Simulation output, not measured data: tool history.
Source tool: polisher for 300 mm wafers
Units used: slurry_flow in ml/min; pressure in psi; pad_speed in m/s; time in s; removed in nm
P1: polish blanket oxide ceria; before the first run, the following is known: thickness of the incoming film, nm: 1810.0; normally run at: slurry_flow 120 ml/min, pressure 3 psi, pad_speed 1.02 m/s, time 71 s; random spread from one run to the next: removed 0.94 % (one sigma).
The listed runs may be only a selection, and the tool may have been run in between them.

run	hour	slurry_flow	pressure	pad_speed	time	wafers polished on this pad	hours since the slurry nozzle was cleaned	hours since the head pressure was calibrated	removed
1	4	120	3	1.02	71	490	167.3	230.7	250.55
2	9.2	75	3	1.02	71	572	172.5	235.9	223.45
3	13.3	70	3	1.26	71	637	176.6	240	267.85
4	19.5	120	3	1.02	71	735	182.8	246.2	254.91
# hour 22.3: head pressure recalibrated
5	25.2	120	3	1.02	71	825	188.5	2.9	254.18
6	29.9	120	3	0.46	71	899	193.2	7.6	111.86
7	34.4	120	3	1.02	71	970	197.7	12.1	254.04
8	39.8	175	3	1.02	71	1055	203.1	17.5	263.66
9	45.1	120	1.6	1.02	71	1139	208.4	22.8	135.5
10	50.9	120	3	1.42	71	1231	214.2	28.6	353.37
11	57	120	4.6	1.02	71	1327	220.3	34.7	379.67
12	63	120	3	1.02	102	1422	226.3	40.7	354.52
13	69	120	3	1.02	71	1517	232.3	46.7	251.89

Run 14, settings as shown, results not yet in. Your forecast:
14	73.9	120	3	1.02	71	1594	237.2	51.6	?

Run 14 came out at removed 254.06 nm.
